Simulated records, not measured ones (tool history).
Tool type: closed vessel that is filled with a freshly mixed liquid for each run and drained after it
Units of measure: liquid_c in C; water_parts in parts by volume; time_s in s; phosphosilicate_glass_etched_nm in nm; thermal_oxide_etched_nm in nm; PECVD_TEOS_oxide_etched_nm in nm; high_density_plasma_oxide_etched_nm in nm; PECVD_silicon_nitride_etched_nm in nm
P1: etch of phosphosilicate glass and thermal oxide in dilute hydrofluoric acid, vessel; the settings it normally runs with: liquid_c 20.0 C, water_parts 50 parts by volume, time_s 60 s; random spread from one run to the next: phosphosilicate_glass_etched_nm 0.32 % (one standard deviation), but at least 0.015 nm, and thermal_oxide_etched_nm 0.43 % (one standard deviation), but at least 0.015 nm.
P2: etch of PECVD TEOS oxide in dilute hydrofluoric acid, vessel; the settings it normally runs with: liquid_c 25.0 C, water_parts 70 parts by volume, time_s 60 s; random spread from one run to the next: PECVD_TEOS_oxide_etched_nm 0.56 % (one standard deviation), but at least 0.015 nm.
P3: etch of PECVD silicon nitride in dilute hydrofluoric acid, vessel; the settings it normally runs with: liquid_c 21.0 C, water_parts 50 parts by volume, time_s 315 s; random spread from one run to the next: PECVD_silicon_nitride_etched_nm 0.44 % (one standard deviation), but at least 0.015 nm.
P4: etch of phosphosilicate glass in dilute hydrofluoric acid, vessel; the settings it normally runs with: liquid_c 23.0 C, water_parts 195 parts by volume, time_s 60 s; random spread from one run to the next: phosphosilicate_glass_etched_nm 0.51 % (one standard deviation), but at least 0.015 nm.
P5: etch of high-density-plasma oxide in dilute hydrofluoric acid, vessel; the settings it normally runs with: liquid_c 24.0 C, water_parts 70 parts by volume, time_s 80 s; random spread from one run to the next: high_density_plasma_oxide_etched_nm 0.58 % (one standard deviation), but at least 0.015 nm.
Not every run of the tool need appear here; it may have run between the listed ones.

run   hour  process  liquid_c  water_parts  time_s  phosphosilicate_glass_etched_nm  thermal_oxide_etched_nm  PECVD_TEOS_oxide_etched_nm  high_density_plasma_oxide_etched_nm  PECVD_silicon_nitride_etched_nm
  1   10.1       P1      20.0           50      60                          173.520                   4.8869
  2   19.4       P1      20.0           50      60                          173.620                   4.9394
  3   27.7       P2      18.5           70      60                                                                                8.6644
  4   37.8       P1      20.0           50      60                          174.660                   4.8926
  5   53.0       P1      17.0           65      60                          115.830                   3.2811
  6   62.1       P5      24.0           70      80                                                                                                                     6.6591
  7   76.3       P1      20.0           50      60                          173.780                   4.9168
  8   85.4       P5      24.0           70     160                                                                                                                    13.4180
  9   96.8       P1      17.0           75      60                           99.323                   2.7932
 10  109.0       P1      26.0           50      35                          129.320                   3.7036
 11  118.6       P5      24.0           25      80                                                                                                                    19.7880
 12  129.5       P1      17.0           50      60                          152.450                   4.3286
 13  142.1       P2      25.0           20      60                                                                               42.3300
 14  149.5       P3      21.0           50     580                                                                                                                                                      33.451
 15  160.1       P1      20.0           85      60                           97.745                   2.7947
 16  167.2       P5      17.0           70      80                                                                                                                     4.9379
 17  182.2       P4      23.0          195      60                           15.683
 18  190.6       P2      25.0           70      60                                                                               11.3420
 19  203.3       P4      23.0          195      90                           23.424
 20  212.3       P4      27.5          195      60                           18.613
 21  218.9       P3      21.0           80     315                                                                                                                                                      11.592
 22  233.4       P4      23.0          195      60                           15.782
 23  248.1       P3      17.0           50     315                                                                                                                                                      13.761
 24  259.1       P3      21.0           50     315                                                                                                                                                      18.176
 25  271.7       P1      20.0           50      60                          174.400                   4.9234
 26  285.7       P2      25.0           70      60                                                                               11.3160
 27  294.3       P1      20.0           50      30                           87.027                   2.4917
 28  301.0       P1      24.5           50      60                          209.790                   5.9311
 29  315.4       P2      25.0           70      30                                                                                5.6677
 30  329.5       P1      20.0           50      95                          275.450                   7.8228
 31  340.5       P3      21.0           50     315                                                                                                                                                      18.188
 32  350.9       P1      20.0           20      60                          452.230                  12.8460
 33  360.8       P1      20.0           50      60                          174.730                   4.9374
 34  367.8       P4      23.0           40      60                           92.070
 35  381.0       P1      20.0           50      60                          174.120                   4.9397
 36  395.2       P1      20.0           50      60                          167.170                   4.7425
 37  406.5       P1      20.0           50      60                          164.870                   4.6644
 38  417.9       P1      20.0           50      60                          164.300                   4.5814
 39  424.5       P1      20.0           50      60                          164.080                   4.5784
 40  431.7       P1      20.0           50      60                          162.740                   4.6526
 41  442.7       P1      20.0           50      60                          162.700                   4.6361
 42  449.5       P1      20.0           50      60                          163.090                   4.6228

P1 has crept away from where it was. The log is fitted equally well by each of these 2 causes, at the sizes shown:
A: hydrofluoric acid flow below the setpoint (%) = 5.99
B: liquid colder than its thermometer reads (K) = 1.54
The gradual shift began around hour 381.0.

4 check runs are offered, one wafer each, their results left as question marks. Which one tells the causes apart?
check 1  456.3       P3      17.0           65     315                                                                                                                                                           ?
check 2  456.3       P5      21.0           70      80                                                                                                                          ?
check 3  456.3       P4      23.0           50      60                                ?
check 4  456.3       P2      25.0           35      30                                                                                     ?

How each check would come out, cause by cause:
  check                               result     if A     if B
check 1      PECVD_silicon_nitride_etched_nm  10.0370   9.5517
check 2  high_density_plasma_oxide_etched_nm   5.5146   5.5295
check 3      phosphosilicate_glass_etched_nm   68.000   68.115
check 4           PECVD_TEOS_oxide_etched_nm  11.0900  11.0990
Minimum pairwise separation of causes per check, each pair taken at its best-separating result: check 1 4.96 %; check 2 0.27 %; check 3 0.17 %; check 4 0.08 %
Check 1 tells the causes apart: in the others they would give nearly the same result.

After running check 1, the following was obtained: PECVD_silicon_nitride_etched_nm 9.9959 nm. Which cause does this point to?

It is A: hydrofluoric acid flow below the setpoint (%).

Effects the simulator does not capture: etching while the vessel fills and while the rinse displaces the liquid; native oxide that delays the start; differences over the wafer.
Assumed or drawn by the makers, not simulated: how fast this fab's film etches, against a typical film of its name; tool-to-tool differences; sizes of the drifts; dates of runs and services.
